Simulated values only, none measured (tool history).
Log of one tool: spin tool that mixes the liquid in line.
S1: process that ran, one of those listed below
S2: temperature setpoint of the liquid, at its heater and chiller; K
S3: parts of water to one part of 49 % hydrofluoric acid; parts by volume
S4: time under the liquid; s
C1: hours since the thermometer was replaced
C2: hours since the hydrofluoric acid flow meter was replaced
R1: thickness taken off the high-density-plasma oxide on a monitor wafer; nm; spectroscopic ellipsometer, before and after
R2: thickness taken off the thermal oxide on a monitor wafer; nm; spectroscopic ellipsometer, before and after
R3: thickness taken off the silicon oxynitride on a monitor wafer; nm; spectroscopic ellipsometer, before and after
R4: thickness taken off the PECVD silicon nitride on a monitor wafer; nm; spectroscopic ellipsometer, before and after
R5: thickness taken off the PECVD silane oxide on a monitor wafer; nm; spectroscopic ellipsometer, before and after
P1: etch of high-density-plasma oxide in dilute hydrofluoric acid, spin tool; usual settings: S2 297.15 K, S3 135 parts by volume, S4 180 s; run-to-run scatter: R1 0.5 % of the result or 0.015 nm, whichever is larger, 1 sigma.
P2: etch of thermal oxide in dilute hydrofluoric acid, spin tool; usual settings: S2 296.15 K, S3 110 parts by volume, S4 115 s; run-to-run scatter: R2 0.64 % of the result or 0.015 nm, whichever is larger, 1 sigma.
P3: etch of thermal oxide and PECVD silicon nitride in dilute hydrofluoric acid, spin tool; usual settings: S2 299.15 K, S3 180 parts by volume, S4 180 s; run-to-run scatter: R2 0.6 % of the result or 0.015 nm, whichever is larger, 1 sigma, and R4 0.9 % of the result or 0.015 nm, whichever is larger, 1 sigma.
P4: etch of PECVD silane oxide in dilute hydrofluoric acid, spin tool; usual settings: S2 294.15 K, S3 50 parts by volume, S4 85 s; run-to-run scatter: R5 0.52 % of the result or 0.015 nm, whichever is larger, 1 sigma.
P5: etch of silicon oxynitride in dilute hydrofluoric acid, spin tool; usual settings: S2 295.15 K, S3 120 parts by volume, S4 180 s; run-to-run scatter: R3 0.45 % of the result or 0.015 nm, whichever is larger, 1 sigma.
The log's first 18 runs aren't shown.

| run | hour | S1 | S2 | S3 | S4 | C1 | C2 | R1 | R2 | R3 | R4 | R5 |
|---|---|---|---|---|---|---|---|---|---|---|---|---|
| 19 | 102.8 | P4 | 294.15 | 50 | 30 | 502.6 | 260.8 |  |  |  |  | 8.2776 |
| 20 | 107.7 | P1 | 301.15 | 210 | 180 | 507.5 | 265.7 | 6.7298 |  |  |  |  |
| 21 | 111.9 | P3 | 307.15 | 180 | 180 | 511.7 | 269.9 |  | 5.7753 |  | 4.5318 |  |
| 22 | 116.9 | P5 | 295.15 | 120 | 180 | 516.7 | 274.9 |  |  | 4.4915 |  |  |
| 23 | 122.7 | P1 | 297.15 | 185 | 300 | 522.5 | 280.7 | 11.312 |  |  |  |  |
| 24 | 131.1 | P1 | 297.15 | 135 | 350 | 530.9 | 289.1 | 19.151 |  |  |  |  |
| 25 | 136.9 | P4 | 294.15 | 50 | 85 | 536.7 | 294.9 |  |  |  |  | 23.592 |
| 26 | 141.5 | P2 | 296.15 | 110 | 45 | 541.3 | 299.5 |  | 1.9005 |  |  |  |
|  | 146.4 | hydrofluoric acid flow meter replaced |
| 27 | 149.9 | P1 | 297.15 | 225 | 180 | 549.7 | 3.5 | 5.3759 |  |  |  |  |

Run 28 comes next. What will it give?
| 28 | 155.2 | P4 | 298.65 | 50 | 85 | 555 | 8.8 |  |  |  |  | ? |

{"run 28": {"R5": 28.503}}

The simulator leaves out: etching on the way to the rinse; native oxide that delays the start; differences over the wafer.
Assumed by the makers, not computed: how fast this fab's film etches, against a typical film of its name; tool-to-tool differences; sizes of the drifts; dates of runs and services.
